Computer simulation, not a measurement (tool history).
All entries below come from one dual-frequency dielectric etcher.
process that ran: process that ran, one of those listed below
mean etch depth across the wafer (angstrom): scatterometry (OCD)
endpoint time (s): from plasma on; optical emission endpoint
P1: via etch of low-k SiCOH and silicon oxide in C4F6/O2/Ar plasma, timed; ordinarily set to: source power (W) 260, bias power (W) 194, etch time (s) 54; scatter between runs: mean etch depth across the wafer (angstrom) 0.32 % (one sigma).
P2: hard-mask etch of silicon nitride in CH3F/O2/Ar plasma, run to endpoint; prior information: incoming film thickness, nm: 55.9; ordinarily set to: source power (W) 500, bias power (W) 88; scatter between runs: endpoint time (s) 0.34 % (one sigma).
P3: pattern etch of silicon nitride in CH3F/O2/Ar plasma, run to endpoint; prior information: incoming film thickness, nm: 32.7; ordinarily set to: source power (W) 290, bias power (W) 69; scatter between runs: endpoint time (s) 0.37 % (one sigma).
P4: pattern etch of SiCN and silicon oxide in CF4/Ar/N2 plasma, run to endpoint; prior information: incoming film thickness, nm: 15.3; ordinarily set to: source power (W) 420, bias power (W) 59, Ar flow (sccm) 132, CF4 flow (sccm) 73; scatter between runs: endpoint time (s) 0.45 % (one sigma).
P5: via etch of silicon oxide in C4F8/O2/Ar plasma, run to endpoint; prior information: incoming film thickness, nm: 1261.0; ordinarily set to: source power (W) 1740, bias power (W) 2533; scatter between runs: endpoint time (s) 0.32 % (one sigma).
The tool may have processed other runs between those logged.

| run | day | process that ran | source power (W) | bias power (W) | etch time (s) | Ar flow (sccm) | CF4 flow (sccm) | mean etch depth across the wafer (angstrom) | endpoint time (s) |
|---|---|---|---|---|---|---|---|---|---|
| 1 | 0.204 | P1 | 260 | 194 | 54 |  |  | 1199.3 |  |
| 2 | 0.396 | P4 | 280 | 59 |  | 132 | 73 |  | 29.907 |
| 3 | 0.592 | P1 | 260 | 194 | 54 |  |  | 1203.3 |  |
| 4 | 0.829 | P4 | 420 | 59 |  | 132 | 49 |  | 22.215 |
| 5 | 0.971 | P1 | 360 | 194 | 54 |  |  | 1371.3 |  |
| 6 | 1.183 | P1 | 260 | 122 | 54 |  |  | 1044.5 |  |
| 7 | 1.371 | P1 | 260 | 271 | 54 |  |  | 1355.3 |  |
| 8 | 1.642 | P1 | 260 | 194 | 54 |  |  | 1200.8 |  |
| 9 | 1.929 | P4 | 420 | 59 |  | 90 | 73 |  | 19.448 |
| 10 | 2.108 | P2 | 310 | 88 |  |  |  |  | 85.389 |
| 11 | 2.329 | P5 | 1740 | 1749 |  |  |  |  | 274.58 |
| 12 | 2.567 | P1 | 170 | 194 | 54 |  |  | 1026.1 |  |
| 13 | 2.762 | P5 | 2440 | 2533 |  |  |  |  | 215.57 |
| 14 | 2.992 | P1 | 260 | 243 | 69 |  |  | 1651.9 |  |
| 15 | 3.133 | P4 | 420 | 74 |  | 132 | 73 |  | 19.231 |
| 16 | 3.417 | P3 | 290 | 46 |  |  |  |  | 63.113 |
| 17 | 3.675 | P2 | 500 | 88 |  |  |  |  | 70.866 |
| 18 | 3.892 | P3 | 290 | 69 |  |  |  |  | 54.937 |
| 19 | 4.183 | P3 | 290 | 69 |  |  |  |  | 54.86 |
| 20 | 4.333 | P4 | 420 | 59 |  | 132 | 73 |  | 20.73 |
| 21 | 4.558 | P5 | 1740 | 2533 |  |  |  |  | 247.91 |
| 22 | 4.729 | P1 | 260 | 194 | 65.5 |  |  | 1461.8 |  |
| 23 | 4.896 | P2 | 500 | 59 |  |  |  |  | 80.877 |
| 24 | 5.054 | P1 | 260 | 194 | 54 |  |  | 1202.9 |  |
| 25 | 5.288 | P1 | 260 | 194 | 54 |  |  | 1208.8 |  |
| 26 | 5.475 | P4 | 420 | 59 |  | 132 | 73 |  | 20.716 |
| 27 | 5.758 | P3 | 220 | 69 |  |  |  |  | 60.469 |
| 28 | 5.971 | P1 | 260 | 194 | 39.5 |  |  | 882.04 |  |
| 29 | 6.1 | P1 | 300 | 194 | 74 |  |  | 1732.3 |  |
| 30 | 6.3 | P5 | 1740 | 2533 |  |  |  |  | 247.18 |
| 31 | 6.567 | P1 | 260 | 194 | 54 |  |  | 1200 |  |
| 32 | 6.708 | P1 | 260 | 194 | 54 |  |  | 1198.6 |  |
| 33 | 6.95 | P1 | 260 | 194 | 54 |  |  | 1195.1 |  |
| 34 | 7.088 | P1 | 260 | 194 | 54 |  |  | 1189 |  |
| 35 | 7.279 | P1 | 260 | 194 | 54 |  |  | 1183.8 |  |
|  | 7.371 | wet clean of the chamber |
| 36 | 7.417 | P1 | 260 | 194 | 54 |  |  | 1182.3 |  |
| 37 | 7.562 | P1 | 260 | 194 | 54 |  |  | 1183.9 |  |
| 38 | 7.842 | P1 | 260 | 194 | 54 |  |  | 1182.4 |  |
| 39 | 8.092 | P1 | 260 | 194 | 54 |  |  | 1189.4 |  |
| 40 | 8.254 | P1 | 260 | 194 | 54 |  |  | 1179.7 |  |

What P1 gives has crept off from where it sat before. The 2 causes that follow fit the log equally well, each at the size noted:
A: source power that arrives under what is set, % = 4.03
B: bias power that arrives under what is set, % = 4.68
The gradual shift began around day 6.567.
What rules out each remaining cause:
chamber walls in a state that lowers the etch rate, %: serviced at day 7.371, which brought nothing back

Which of the check runs below tells the causes apart, meaning the causes would give it clearly different results? Each run uses 3 wafers whose results are averaged, and each result is shown as a question mark.
| check 1 | 8.417 | P3 | 230 | 52 |  |  |  |  | ? |
| check 2 | 8.417 | P5 | 2430 | 2533 |  |  |  |  | ? |
| check 3 | 8.417 | P2 | 350 | 88 |  |  |  |  | ? |
| check 4 | 8.417 | P4 | 420 | 59 |  | 99 | 59 |  | ? |

Check results expected under each cause:
| check | result | if A | if B |
|---|---|---|---|
| check 1 | endpoint time (s) | 67.135 | 67.142 |
| check 2 | endpoint time (s) | 219.9 | 219.44 |
| check 3 | endpoint time (s) | 82.286 | 82.44 |
| check 4 | endpoint time (s) | 21.218 | 20.788 |
How far apart the two closest causes lie, in the result that separates them most: check 1 0.01 %; check 2 0.21 %; check 3 0.19 %; check 4 2.05 %
Check 4 tells the causes apart: in the others they would give nearly the same result.

The results of check 4 are: endpoint time (s) 20.779. Based on these, which of the listed causes is it?

B is the cause: bias power that arrives under what is set, %.
